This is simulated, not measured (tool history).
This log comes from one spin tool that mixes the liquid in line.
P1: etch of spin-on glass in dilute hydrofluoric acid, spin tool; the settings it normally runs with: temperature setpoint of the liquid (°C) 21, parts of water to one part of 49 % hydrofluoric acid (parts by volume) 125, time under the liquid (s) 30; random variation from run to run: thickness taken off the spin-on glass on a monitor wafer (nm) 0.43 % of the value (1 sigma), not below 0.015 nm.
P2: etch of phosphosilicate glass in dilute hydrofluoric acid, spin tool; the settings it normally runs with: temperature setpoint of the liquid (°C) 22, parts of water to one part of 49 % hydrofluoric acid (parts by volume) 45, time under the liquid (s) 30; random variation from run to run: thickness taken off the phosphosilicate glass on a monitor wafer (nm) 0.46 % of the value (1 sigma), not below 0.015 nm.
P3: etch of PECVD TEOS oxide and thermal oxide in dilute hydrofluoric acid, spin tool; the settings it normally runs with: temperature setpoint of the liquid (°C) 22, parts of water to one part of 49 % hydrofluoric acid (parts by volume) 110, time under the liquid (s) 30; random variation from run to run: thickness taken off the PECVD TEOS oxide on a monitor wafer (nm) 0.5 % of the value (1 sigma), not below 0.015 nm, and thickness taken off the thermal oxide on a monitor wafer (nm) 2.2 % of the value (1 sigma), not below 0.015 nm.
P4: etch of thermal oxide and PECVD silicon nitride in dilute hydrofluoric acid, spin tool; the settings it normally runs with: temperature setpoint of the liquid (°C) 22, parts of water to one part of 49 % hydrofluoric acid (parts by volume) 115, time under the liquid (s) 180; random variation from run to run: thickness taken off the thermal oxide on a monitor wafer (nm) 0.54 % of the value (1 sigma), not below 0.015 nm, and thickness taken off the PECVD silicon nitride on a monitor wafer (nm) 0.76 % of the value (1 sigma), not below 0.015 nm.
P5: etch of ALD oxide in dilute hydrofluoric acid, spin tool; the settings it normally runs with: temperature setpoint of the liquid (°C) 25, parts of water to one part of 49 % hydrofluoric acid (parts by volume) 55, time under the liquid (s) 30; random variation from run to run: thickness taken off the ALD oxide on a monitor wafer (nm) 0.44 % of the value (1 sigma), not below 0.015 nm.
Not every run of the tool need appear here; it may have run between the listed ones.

run,day,process that ran,temperature setpoint of the liquid (°C),parts of water to one part of 49 % hydrofluoric acid (parts by volume),time under the liquid (s),hours since the thermometer was replaced,hours since the hydrofluoric acid flow meter was replaced,thickness taken off the spin-on glass on a monitor wafer (nm),thickness taken off the PECVD TEOS oxide on a monitor wafer (nm),thickness taken off the thermal oxide on a monitor wafer (nm),thickness taken off the phosphosilicate glass on a monitor wafer (nm),thickness taken off the PECVD silicon nitride on a monitor wafer (nm),thickness taken off the ALD oxide on a monitor wafer (nm)
1,0.162,P1,21,125,30,1690.7,133.2,10.903,,,,,
2,0.383,P1,21,125,30,1696,138.5,10.921,,,,,
3,0.488,P1,21,125,30,1698.5,141,10.923,,,,,
4,0.692,P3,22,110,15,1703.4,145.9,,3.4291,0.57854,,,
5,0.904,P1,21,125,55,1708.5,151,19.923,,,,,
6,1.033,P2,22,45,30,1711.6,154.1,,,,138.09,,
7,1.225,P1,17,190,30,1716.2,158.7,5.7493,,,,,
8,1.4,P4,22,115,180,1720.4,162.9,,,6.4746,,3.3009,
9,1.558,P3,22,110,30,1724.2,166.7,,6.8962,1.1756,,,
10,1.658,P5,25,100,30,1726.6,169.1,,,,,,8.93
11,1.846,P5,32.5,55,30,1731.1,173.6,,,,,,23.229
12,2.021,P4,22,20,180,1735.3,177.8,,,42.247,,17.945,
13,2.162,P3,22,50,30,1738.7,181.2,,16.267,2.5891,,,
14,2.304,P1,21,125,30,1742.1,184.6,10.972,,,,,
15,2.492,P5,25,55,15,1746.6,189.1,,,,,,8.6533
16,2.688,P1,21,125,30,1751.3,193.8,10.883,,,,,
17,2.796,P1,21,75,30,1753.9,196.4,19.361,,,,,
18,2.979,P1,21,220,30,1758.3,200.8,5.5614,,,,,
19,3.104,P1,21,125,15,1761.3,203.8,5.5047,,,,,
20,3.329,P4,22,115,360,1766.7,209.2,,,13.122,,6.5782,
21,3.496,P5,25,55,30,1770.7,213.2,,,,,,17.235
# day 3.546: hydrofluoric acid flow meter replaced
22,3.604,P5,25,55,30,1773.3,1.5,,,,,,17.453
23,3.725,P4,17,115,180,1776.2,4.4,,,5.2382,,2.361,
24,3.842,P3,26,110,30,1779,7.2,,8.0852,1.3259,,,
25,4.05,P2,22,45,15,1784,12.2,,,,68.661,,
# day 4.25: thermometer replaced
26,4.258,P1,27,125,30,0.3,17.2,13.848,,,,,
27,4.442,P2,22,65,30,4.7,21.6,,,,92.97,,
28,4.621,P1,17,125,30,9,25.9,9.2569,,,,,
29,4.725,P2,17,45,30,11.5,28.4,,,,111.6,,
30,4.904,P1,21,125,30,15.8,32.7,10.909,,,,,
31,5.092,P1,21,125,30,20.3,37.2,10.49,,,,,
32,5.246,P1,21,125,30,24,40.9,10.25,,,,,
33,5.379,P1,21,125,30,27.2,44.1,10.138,,,,,
34,5.546,P1,21,125,30,31.2,48.1,10.049,,,,,
35,5.754,P1,21,125,30,36.2,53.1,9.9782,,,,,
36,5.875,P1,21,125,30,39.1,56,9.961,,,,,
37,6.067,P1,21,125,30,43.7,60.6,9.8965,,,,,
38,6.204,P1,21,125,30,47,63.9,9.8555,,,,,
39,6.329,P1,21,125,30,50,66.9,9.9463,,,,,

What P1 gives has crept away from where it was. These 2 causes fit the log equally well, each at the size given:
A: hydrofluoric acid flow below the setpoint (%) = 8.27
B: liquid colder than its thermometer reads (K) = 2.44
The creep began at about day 4.904.

Listed below are the offered check runs, one wafer per run, with question marks in place of results. For which of them would the causes give clearly different outcomes?
check 1,6.454,P2,22,65,15,,,,,,?,,
check 2,6.454,P4,17,115,355,,,,,?,,?,
check 3,6.454,P5,28.5,95,30,,,,,,,,?
check 4,6.454,P3,22,75,15,,,,?,?,,,

If the cause were each of the candidates in turn, the checks would give the following:
check,result,if A,if B
check 1,thickness taken off the phosphosilicate glass on a monitor wafer (nm),42.409,42.055
check 2,thickness taken off the thermal oxide on a monitor wafer (nm),9.4924,9.432
check 2,thickness taken off the PECVD silicon nitride on a monitor wafer (nm),4.2568,3.8999
check 3,thickness taken off the ALD oxide on a monitor wafer (nm),9.8588,9.8961
check 4,thickness taken off the PECVD TEOS oxide on a monitor wafer (nm),4.8123,4.7801
check 4,thickness taken off the thermal oxide on a monitor wafer (nm),0.79285,0.78754
Smallest distance between any two causes, each pair judged by its most separating result, in per cent: check 1 0.84 %; check 2 8.76 %; check 3 0.38 %; check 4 0.67 %
The causes can be told apart only by check 2. The other checks would give nearly the same results under each of them.

With check 2 done, the readings were: thickness taken off the thermal oxide on a monitor wafer (nm) 9.4733; thickness taken off the PECVD silicon nitride on a monitor wafer (nm) 4.2204. Identify which of the listed causes applies.

It is A: hydrofluoric acid flow below the setpoint (%).
